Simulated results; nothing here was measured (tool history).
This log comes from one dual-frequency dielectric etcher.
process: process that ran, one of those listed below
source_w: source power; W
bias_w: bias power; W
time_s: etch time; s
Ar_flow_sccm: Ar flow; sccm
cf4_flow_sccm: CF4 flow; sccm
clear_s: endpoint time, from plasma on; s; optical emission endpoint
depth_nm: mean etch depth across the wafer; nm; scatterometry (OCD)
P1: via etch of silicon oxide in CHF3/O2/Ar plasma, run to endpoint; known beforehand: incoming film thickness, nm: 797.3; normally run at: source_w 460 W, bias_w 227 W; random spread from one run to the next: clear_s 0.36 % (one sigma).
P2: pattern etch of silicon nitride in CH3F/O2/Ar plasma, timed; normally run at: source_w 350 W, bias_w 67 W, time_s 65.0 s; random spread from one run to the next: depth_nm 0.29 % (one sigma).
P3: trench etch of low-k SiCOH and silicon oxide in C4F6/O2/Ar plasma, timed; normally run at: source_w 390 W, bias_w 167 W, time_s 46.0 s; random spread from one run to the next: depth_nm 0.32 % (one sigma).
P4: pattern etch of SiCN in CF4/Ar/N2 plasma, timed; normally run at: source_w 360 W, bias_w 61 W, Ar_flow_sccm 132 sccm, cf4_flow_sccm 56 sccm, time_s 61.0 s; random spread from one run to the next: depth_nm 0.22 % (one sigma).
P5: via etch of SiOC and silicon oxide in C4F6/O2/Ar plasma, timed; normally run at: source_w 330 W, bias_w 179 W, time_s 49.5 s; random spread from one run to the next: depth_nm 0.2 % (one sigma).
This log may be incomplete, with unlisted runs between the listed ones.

run,day,process,source_w,bias_w,time_s,Ar_flow_sccm,cf4_flow_sccm,clear_s,depth_nm
1,0.488,P1,460,227,,,,416.94,
2,0.883,P1,460,159,,,,471.09,
3,1.304,P5,330,179,49.5,,,,52.647
4,1.642,P1,460,227,,,,420.86,
5,2.171,P2,350,89,65.0,,,,46.758
6,2.867,P1,600,264,,,,358.30,
7,3.562,P4,360,43,61.0,132,56,,32.605
8,4.242,P5,330,137,49.5,,,,48.360
9,4.883,P4,360,61,61.0,132,56,,36.953
10,5.221,P1,600,227,,,,379.65,
11,5.621,P2,460,67,65.0,,,,46.838
12,6.254,P1,460,227,,,,420.00,
13,6.825,P1,460,227,,,,418.36,
14,7.454,P2,350,67,36.0,,,,23.317
15,7.812,P3,390,167,46.0,,,,139.160
16,8.433,P5,330,179,49.5,,,,52.661
17,8.983,P5,400,179,49.5,,,,56.546
18,9.371,P1,600,317,,,,334.61,
19,9.938,P1,370,227,,,,453.24,
20,10.629,P1,460,227,,,,416.04,
21,11.033,P4,360,61,84.5,132,56,,51.534
22,11.600,P3,310,167,46.0,,,,126.870
23,12.292,P1,630,279,,,,344.79,
24,12.892,P3,390,230,46.0,,,,154.210
25,13.208,P2,350,67,65.0,,,,42.039
26,13.775,P2,350,67,65.0,,,,42.226
27,14.292,P4,360,61,61.0,132,56,,37.018
28,14.875,P3,390,167,32.0,,,,96.622
29,15.471,P4,360,61,61.0,132,67,,38.026
30,15.792,P5,330,179,27.0,,,,28.725
31,16.379,P4,360,61,61.0,95,56,,38.934
32,16.800,P4,270,61,61.0,132,56,,28.753
33,17.250,P1,460,305,,,,375.78,
34,17.742,P1,460,227,,,,418.36,
35,18.046,P1,460,227,,,,420.24,
36,18.371,P1,460,227,,,,423.57,
37,18.862,P1,460,227,,,,422.20,
38,19.442,P1,460,227,,,,426.02,
39,19.767,P1,460,227,,,,424.00,
# day 20.033: wet clean of the chamber
40,20.283,P1,460,227,,,,423.29,
41,20.846,P1,460,227,,,,426.50,
42,21.483,P1,460,227,,,,424.83,

What P1 gives has crept off from where it sat before. The 2 causes that follow fit the log equally well, each at the size noted:
A: source power that arrives under what is set, % = 4.64
B: bias power that arrives under what is set, % = 4.89
The drift started at roughly day 17.742.
All other causes, with the reason each is excluded:
chamber walls in a state that lowers the etch rate, %: work on it at day 20.033, done after the drift set in, did not restore what the process gave before

Below are 4 check runs, each on a single wafer, with their results shown as question marks. Which of them would tell the listed causes apart, meaning the causes would give clearly different results under it?
check 1,22.121,P5,330,154,30.0,,,,?
check 2,22.121,P3,330,227,46.0,,,,?
check 3,22.121,P2,350,88,65.0,,,,?
check 4,22.121,P4,360,61,83.0,113,56,,?

Expected result of each check under each candidate cause:
check,result,if A,if B
check 1,depth_nm,29.823,29.905
check 2,depth_nm,141.440,141.640
check 3,depth_nm,45.568,45.555
check 4,depth_nm,49.549,50.729
Per-check spread between the two closest causes, in the result where they differ most: check 1 0.27 %; check 2 0.14 %; check 3 0.03 %; check 4 2.35 %
The causes can be told apart only by check 4. The other checks would give nearly the same results under each of them.

With check 4 done, the readings were: depth_nm 50.768 nm. Identify which of the listed causes applies.

Of the candidate causes, it is B: bias power that arrives under what is set, %.
